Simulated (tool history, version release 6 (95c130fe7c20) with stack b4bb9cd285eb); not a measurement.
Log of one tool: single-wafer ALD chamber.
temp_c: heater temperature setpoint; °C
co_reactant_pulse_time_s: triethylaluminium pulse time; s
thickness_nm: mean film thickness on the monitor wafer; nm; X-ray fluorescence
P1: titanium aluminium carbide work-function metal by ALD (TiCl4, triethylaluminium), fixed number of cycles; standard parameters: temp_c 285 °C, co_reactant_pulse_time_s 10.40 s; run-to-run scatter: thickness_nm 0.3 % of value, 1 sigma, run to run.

run     day  temp_c  co_reactant_pulse_time_s  hours since the last thermocouple change  hours since the last triethylaluminium bottle change  thickness_nm
  1   0.479     285                     10.40                                     665.4                                                 824.4        1.8855
  2   1.058     268                     16.73                                     679.3                                                 838.3        1.7868
  3   1.567     285                     10.40                                     691.5                                                 850.5        1.8834
  4   2.046     263                     10.40                                     703.0                                                 862.0        1.6984
  5   2.767     308                     10.40                                     720.3                                                 879.3        2.0867
  6   3.300     285                      4.14                                     733.1                                                 892.1        1.4664
  7   3.842     285                     17.34                                     746.1                                                 905.1        1.9287
  8   4.488     285                     10.40                                     761.6                                                 920.6        1.8942
  9   5.238     285                     10.40                                     779.6                                                 938.6        1.8774
 10   5.600     285                     10.40                                     788.3                                                 947.3        1.8778
 11   6.396     285                     10.40                                     807.4                                                 966.4        1.8858
 12   7.162     285                     10.40                                     825.8                                                 984.8        1.8563
 13   7.608     285                     10.40                                     836.5                                                 995.5        1.8503
 14   8.208     285                     10.40                                     850.9                                                1009.9        1.8427
 15   8.583     285                     10.40                                     859.9                                                1018.9        1.8352
 16   9.250     285                     10.40                                     875.9                                                1034.9        1.8387
 17   9.908     285                     10.40                                     891.7                                                1050.7        1.8391
 18  10.371     285                     10.40                                     902.8                                                1061.8        1.8393
 19  11.012     285                     10.40                                     918.2                                                1077.2        1.8327

P1 no longer gives what it gave before; its output has crept away from where it was. The following 2 causes, each at its listed size, fit the log equally well:
A: wafer temperature below the value expected at the setpoint (K) = 5.63
B: triethylaluminium dose below that of a fresh bottle (%) = 17.9
The gradual shift began around day 6.396.

The check runs listed below each take one wafer, and their results are still question marks. Under which run would the listed causes lead to clearly different results?
check 1  11.654     308                     10.40                                                                                                             ?
check 2  11.654     300                      6.49                                                                                                             ?
check 3  11.654     300                     10.40                                                                                                             ?
check 4  11.654     264                     10.40                                                                                                             ?

If the cause were each of the candidates in turn, the checks would give the following:
  check        result    if A    if B
check 1  thickness_nm  2.0356  2.0316
check 2  thickness_nm  1.8060  1.7423
check 3  thickness_nm  1.9657  1.9632
check 4  thickness_nm  1.6578  1.6614
Smallest distance between any two causes, each pair judged by its most separating result, in per cent: check 1 0.2 %; check 2 3.59 %; check 3 0.13 %; check 4 0.22 %
Check 2 distinguishes between the causes, while the remaining checks would return nearly the same result for all of them.

Check 2 has now been run. It gave: thickness_nm 1.7364 nm. Which of the candidate causes is it?

It is B: triethylaluminium dose below that of a fresh bottle (%).
